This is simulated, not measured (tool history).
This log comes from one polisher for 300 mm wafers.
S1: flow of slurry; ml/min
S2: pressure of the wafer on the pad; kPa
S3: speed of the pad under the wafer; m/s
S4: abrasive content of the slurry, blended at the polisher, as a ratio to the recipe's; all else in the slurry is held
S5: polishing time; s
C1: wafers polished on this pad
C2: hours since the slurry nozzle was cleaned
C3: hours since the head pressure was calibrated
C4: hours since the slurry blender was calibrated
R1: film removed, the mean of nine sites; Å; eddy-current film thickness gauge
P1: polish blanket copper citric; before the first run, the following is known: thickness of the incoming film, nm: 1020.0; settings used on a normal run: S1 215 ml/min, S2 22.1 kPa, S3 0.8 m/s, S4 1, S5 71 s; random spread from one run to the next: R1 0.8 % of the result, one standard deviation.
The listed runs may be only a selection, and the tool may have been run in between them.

run	hour	S1	S2	S3	S4	S5	C1	C2	C3	C4	R1
1	13.9	215	22.1	0.8	1	71	806	173.9	309.9	110.4	1123.5
2	25.4	215	22.1	0.8	1.45	71	896	185.4	321.4	121.9	1240
3	32.6	215	22.1	0.8	1	71	952	192.6	328.6	129.1	1131
4	45.4	215	11.7	0.8	1	71	1051	205.4	341.4	141.9	620.02
5	58.8	215	22.1	0.8	1	71	1155	218.8	354.8	155.3	1149.8
6	72.8	130	22.1	0.8	1	103	1264	232.8	368.8	169.3	1529.9
7	81.7	215	32.4	0.8	1	71	1333	241.7	377.7	178.2	1655.7
8	91.8	215	22.1	1.22	1	71	1412	251.8	387.8	188.3	1734.2
9	104.8	215	22.1	0.8	0.6	71	1513	264.8	400.8	201.3	1035.3
# hour 113.1: worn pad replaced by a new one
10	121.2	340	22.1	0.8	1	71	63	281.2	417.2	217.7	1200.5
11	135.3	215	22.1	0.8	1	71	172	295.3	431.3	231.8	1151.6
12	146	130	22.1	0.8	1	71	255	306	442	242.5	1059.1
13	154.5	215	22.1	0.8	1	71	322	314.5	450.5	251	1134.4
14	171.2	215	22.1	0.8	1	71	451	331.2	467.2	267.7	1143.3
15	185.9	215	22.1	0.8	1	108	566	345.9	481.9	282.4	1750.7
16	198.4	215	22.1	0.38	1	71	663	358.4	494.4	294.9	563.96
17	212.8	215	22.1	0.8	1	38	775	372.8	508.8	309.3	618.54
18	227.7	335	22.1	0.8	1.25	71	891	387.7	523.7	324.2	1253.1
19	238.5	215	22.1	0.8	1	71	975	398.5	534.5	335	1141.1
20	249.3	215	22.1	0.8	1	71	1059	409.3	545.3	345.8	1103.5
21	259.2	215	22.1	0.8	1	71	1136	419.2	555.2	355.7	1091.3
22	271	215	22.1	0.8	1	71	1227	431	567	367.5	1076.4
# hour 272.9: worn pad replaced by a new one
23	283.9	215	22.1	0.8	1	71	85	443.9	579.9	380.4	1044.8
# hour 285: slurry blender recalibrated
24	293	215	22.1	0.8	1	71	156	453	589	8	1076.7
25	309.2	215	22.1	0.8	1	71	282	469.2	605.2	24.2	1056.6
26	316.9	215	22.1	0.8	1	71	342	476.9	612.9	31.9	1057.9

What P1 gives has crept off from where it sat before. The 2 causes that follow fit the log equally well, each at the size noted:
A: head's pressure below its setpoint, % = 7.65
B: slurry flow missing at the pad, % = 38.8
Onset of the creep was near hour 238.5.
Excluded causes, each with its reason:
removal rate lost through wear of the pad, %: work on it at hour 272.9, done after the drift set in, did not restore what the process gave before
abrasive missing from the slurry, %: work on it at hour 285, done after the drift set in, did not restore what the process gave before

Of the 4 check runs below, each run on 5 wafers with the results averaged and each result still a question mark, which one would tell the listed causes apart?
check 1	324.6	215	22.1	0.8	1	52					?
check 2	324.6	330	22.1	0.8	1	71					?
check 3	324.6	215	12.4	1.18	1	71					?
check 4	324.6	215	13.8	0.8	1.4	71					?

Expected result of each check under each candidate cause:
check	result	if A	if B
check 1	R1	772.96	773.04
check 2	R1	1102.4	1131.1
check 3	R1	881.09	880.78
check 4	R1	722.86	721.98
Distance between the nearest two causes, measured in the result of the check that separates them most: check 1 0.01 %; check 2 2.57 %; check 3 0.04 %; check 4 0.12 %
Check 2 tells the causes apart: in the others they would give nearly the same result.

Running check 2 produced the following: R1 1135.3 Å. Which one of the listed causes fits?

It is B: slurry flow missing at the pad, %.
